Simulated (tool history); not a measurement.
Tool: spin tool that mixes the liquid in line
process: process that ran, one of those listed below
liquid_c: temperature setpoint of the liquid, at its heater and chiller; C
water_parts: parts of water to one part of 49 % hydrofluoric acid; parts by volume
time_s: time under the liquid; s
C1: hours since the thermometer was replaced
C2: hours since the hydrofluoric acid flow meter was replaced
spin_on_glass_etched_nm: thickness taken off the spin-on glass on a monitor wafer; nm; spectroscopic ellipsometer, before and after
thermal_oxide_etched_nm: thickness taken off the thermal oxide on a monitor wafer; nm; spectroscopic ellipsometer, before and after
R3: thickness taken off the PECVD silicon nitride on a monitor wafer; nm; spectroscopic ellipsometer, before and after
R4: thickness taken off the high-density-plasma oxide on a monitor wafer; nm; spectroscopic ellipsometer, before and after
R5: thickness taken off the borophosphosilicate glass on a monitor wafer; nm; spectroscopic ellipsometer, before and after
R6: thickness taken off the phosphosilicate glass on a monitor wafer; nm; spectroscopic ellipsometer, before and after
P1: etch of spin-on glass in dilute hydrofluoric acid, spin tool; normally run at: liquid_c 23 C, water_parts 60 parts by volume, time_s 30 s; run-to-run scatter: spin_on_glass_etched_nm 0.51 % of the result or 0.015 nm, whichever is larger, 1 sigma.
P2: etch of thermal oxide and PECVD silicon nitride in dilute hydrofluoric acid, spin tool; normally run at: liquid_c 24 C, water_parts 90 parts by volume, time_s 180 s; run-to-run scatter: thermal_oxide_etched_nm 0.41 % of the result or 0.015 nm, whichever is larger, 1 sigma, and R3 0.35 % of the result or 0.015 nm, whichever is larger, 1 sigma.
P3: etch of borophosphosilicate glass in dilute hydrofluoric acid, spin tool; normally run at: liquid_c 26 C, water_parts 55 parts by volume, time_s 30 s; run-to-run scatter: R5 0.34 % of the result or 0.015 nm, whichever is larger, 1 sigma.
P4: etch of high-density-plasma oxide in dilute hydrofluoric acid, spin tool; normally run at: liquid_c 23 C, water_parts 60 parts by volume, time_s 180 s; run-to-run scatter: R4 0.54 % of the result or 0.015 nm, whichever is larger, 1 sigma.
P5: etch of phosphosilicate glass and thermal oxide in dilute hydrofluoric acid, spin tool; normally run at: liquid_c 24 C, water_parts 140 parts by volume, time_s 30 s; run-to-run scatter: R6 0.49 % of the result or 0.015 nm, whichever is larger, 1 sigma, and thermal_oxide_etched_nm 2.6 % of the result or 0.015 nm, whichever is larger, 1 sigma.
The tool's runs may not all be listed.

run 1 hour=9.4 | process=P1 liquid_c=23 water_parts=60 time_s=30 | C1=775.7 C2=526.2 | spin_on_glass_etched_nm=13.497
run 2 hour=19.5 | process=P2 liquid_c=24 water_parts=90 time_s=180 | C1=785.8 C2=536.3 | thermal_oxide_etched_nm=9.97 R3=7.0932
run 3 hour=26.7 | process=P1 liquid_c=23 water_parts=60 time_s=15 | C1=793 C2=543.5 | spin_on_glass_etched_nm=6.7268
run 4 hour=34.3 | process=P1 liquid_c=23 water_parts=60 time_s=30 | C1=800.6 C2=551.1 | spin_on_glass_etched_nm=13.537
run 5 hour=43.8 | process=P4 liquid_c=23 water_parts=90 time_s=180 | C1=810.1 C2=560.6 | R4=12.142
run 6 hour=51.8 | process=P4 liquid_c=28 water_parts=60 time_s=180 | C1=818.1 C2=568.6 | R4=22.827
run 7 hour=62.3 | process=P4 liquid_c=23 water_parts=60 time_s=180 | C1=828.6 C2=579.1 | R4=18.708
run 8 hour=72.1 | process=P3 liquid_c=26 water_parts=105 time_s=30 | C1=838.4 C2=588.9 | R5=14.853
run 9 hour=81.5 | process=P3 liquid_c=32 water_parts=55 time_s=30 | C1=847.8 C2=598.3 | R5=38.384
run 10 hour=88.8 | process=P2 liquid_c=31.5 water_parts=90 time_s=180 | C1=855.1 C2=605.6 | thermal_oxide_etched_nm=13.317 R3=11.377
run 11 hour=99.1 | process=P1 liquid_c=23 water_parts=60 time_s=55 | C1=865.4 C2=615.9 | spin_on_glass_etched_nm=24.643
run 12 hour=106.4 | process=P1 liquid_c=27 water_parts=60 time_s=30 | C1=872.7 C2=623.2 | spin_on_glass_etched_nm=15.875
run 13 hour=113.2 | process=P4 liquid_c=23 water_parts=60 time_s=180 | C1=879.5 C2=630 | R4=18.935
run 14 hour=123 | process=P1 liquid_c=30 water_parts=80 time_s=30 | C1=889.3 C2=639.8 | spin_on_glass_etched_nm=13.128
run 15 hour=131.3 | process=P5 liquid_c=28.5 water_parts=140 time_s=30 | C1=897.6 C2=648.1 | thermal_oxide_etched_nm=1.0495 R6=21.726
run 16 hour=142.9 | process=P1 liquid_c=23 water_parts=60 time_s=30 | C1=909.2 C2=659.7 | spin_on_glass_etched_nm=13.436
run 17 hour=153.1 | process=P2 liquid_c=24 water_parts=90 time_s=350 | C1=919.4 C2=669.9 | thermal_oxide_etched_nm=19.32 R3=13.744
run 18 hour=164.5 | process=P5 liquid_c=24 water_parts=215 time_s=30 | C1=930.8 C2=681.3 | thermal_oxide_etched_nm=0.55925 R6=10.904
run 19 hour=174.7 | process=P1 liquid_c=23 water_parts=100 time_s=30 | C1=941 C2=691.5 | spin_on_glass_etched_nm=7.7383
run 20 hour=181.1 | process=P1 liquid_c=23 water_parts=35 time_s=30 | C1=947.4 C2=697.9 | spin_on_glass_etched_nm=23.926
run 21 hour=192.9 | process=P5 liquid_c=24 water_parts=140 time_s=15 | C1=959.2 C2=709.7 | thermal_oxide_etched_nm=0.45099 R6=9.2325
run 22 hour=205.6 | process=P1 liquid_c=23 water_parts=60 time_s=30 | C1=971.9 C2=722.4 | spin_on_glass_etched_nm=13.666
run 23 hour=215.9 | process=P1 liquid_c=23 water_parts=60 time_s=30 | C1=982.2 C2=732.7 | spin_on_glass_etched_nm=13.594
run 24 hour=226.5 | process=P1 liquid_c=19.5 water_parts=60 time_s=15 | C1=992.8 C2=743.3 | spin_on_glass_etched_nm=5.8472
run 25 hour=236.1 | process=P1 liquid_c=17 water_parts=60 time_s=30 | C1=1002.4 C2=752.9 | spin_on_glass_etched_nm=10.593
run 26 hour=248.7 | process=P3 liquid_c=26 water_parts=55 time_s=30 | C1=1015 C2=765.5 | R5=30.19
run 27 hour=261.4 | process=P5 liquid_c=24 water_parts=140 time_s=30 | C1=1027.7 C2=778.2 | thermal_oxide_etched_nm=0.87908 R6=18.143
run 28 hour=269.7 | process=P2 liquid_c=24 water_parts=20 time_s=180 | C1=1036 C2=786.5 | thermal_oxide_etched_nm=49.128 R3=30.32
run 29 hour=282.4 | process=P1 liquid_c=23 water_parts=60 time_s=30 | C1=1048.7 C2=799.2 | spin_on_glass_etched_nm=13.544
run 30 hour=289.1 | process=P4 liquid_c=23 water_parts=60 time_s=290 | C1=1055.4 C2=805.9 | R4=30.397
run 31 hour=296.6 | process=P3 liquid_c=26 water_parts=55 time_s=45 | C1=1062.9 C2=813.4 | R5=45.487
run 32 hour=303.9 | process=P2 liquid_c=24 water_parts=90 time_s=180 | C1=1070.2 C2=820.7 | thermal_oxide_etched_nm=9.9568 R3=7.0748
run 33 hour=312 | process=P1 liquid_c=23 water_parts=60 time_s=30 | C1=1078.3 C2=828.8 | spin_on_glass_etched_nm=13.654
run 34 hour=317.7 | process=P1 liquid_c=23 water_parts=60 time_s=30 | C1=1084 C2=834.5 | spin_on_glass_etched_nm=13.891
run 35 hour=326.8 | process=P1 liquid_c=23 water_parts=60 time_s=30 | C1=1093.1 C2=843.6 | spin_on_glass_etched_nm=14.35
run 36 hour=337.2 | process=P1 liquid_c=23 water_parts=60 time_s=30 | C1=1103.5 C2=854 | spin_on_glass_etched_nm=14.597
run 37 hour=343.2 | process=P1 liquid_c=23 water_parts=60 time_s=30 | C1=1109.5 C2=860 | spin_on_glass_etched_nm=14.563
run 38 hour=350.2 | process=P1 liquid_c=23 water_parts=60 time_s=30 | C1=1116.5 C2=867 | spin_on_glass_etched_nm=14.726
run 39 hour=360.6 | process=P1 liquid_c=23 water_parts=60 time_s=30 | C1=1126.9 C2=877.4 | spin_on_glass_etched_nm=14.647
run 40 hour=370 | process=P1 liquid_c=23 water_parts=60 time_s=30 | C1=1136.3 C2=886.8 | spin_on_glass_etched_nm=14.619

What P1 gives has crept away from where it was. These 2 causes fit the log equally well, each at the size given:
A: liquid hotter than its thermometer reads (K) = 2
B: hydrofluoric acid flow above the setpoint (%) = 7.89
The creep began at about hour 312.

4 check runs are offered, one wafer each, their results left as question marks. Which one tells the causes apart?
run check 1 hour=379.4 | process=P4 liquid_c=23 water_parts=60 time_s=180 | R4=?
run check 2 hour=379.4 | process=P2 liquid_c=24 water_parts=90 time_s=180 | thermal_oxide_etched_nm=? R3=?
run check 3 hour=379.4 | process=P3 liquid_c=26 water_parts=55 time_s=30 | R5=?
run check 4 hour=379.4 | process=P5 liquid_c=24 water_parts=140 time_s=30 | thermal_oxide_etched_nm=? R6=?

What each check would give under each cause:
check=check_1 result=R4 if_A=20.32 if_B=20.318
check=check_2 result=thermal_oxide_etched_nm if_A=10.786 if_B=10.841
check=check_2 result=R3 if_A=8.0473 if_B=7.6054
check=check_3 result=R5 if_A=32.837 if_B=32.884
check=check_4 result=thermal_oxide_etched_nm if_A=0.99121 if_B=1.0028
check=check_4 result=R6 if_A=19.793 if_B=20.025
How far apart the two closest causes lie, in the result that separates them most: check 1 0.01 %; check 2 5.65 %; check 3 0.15 %; check 4 1.17 %
Only check 2 tells the causes apart: in the others they would give nearly the same result.

Then check 2 was run and gave: thermal_oxide_etched_nm 10.913 nm; R3 7.5982 nm. Which cause is it?

It is B: hydrofluoric acid flow above the setpoint (%).

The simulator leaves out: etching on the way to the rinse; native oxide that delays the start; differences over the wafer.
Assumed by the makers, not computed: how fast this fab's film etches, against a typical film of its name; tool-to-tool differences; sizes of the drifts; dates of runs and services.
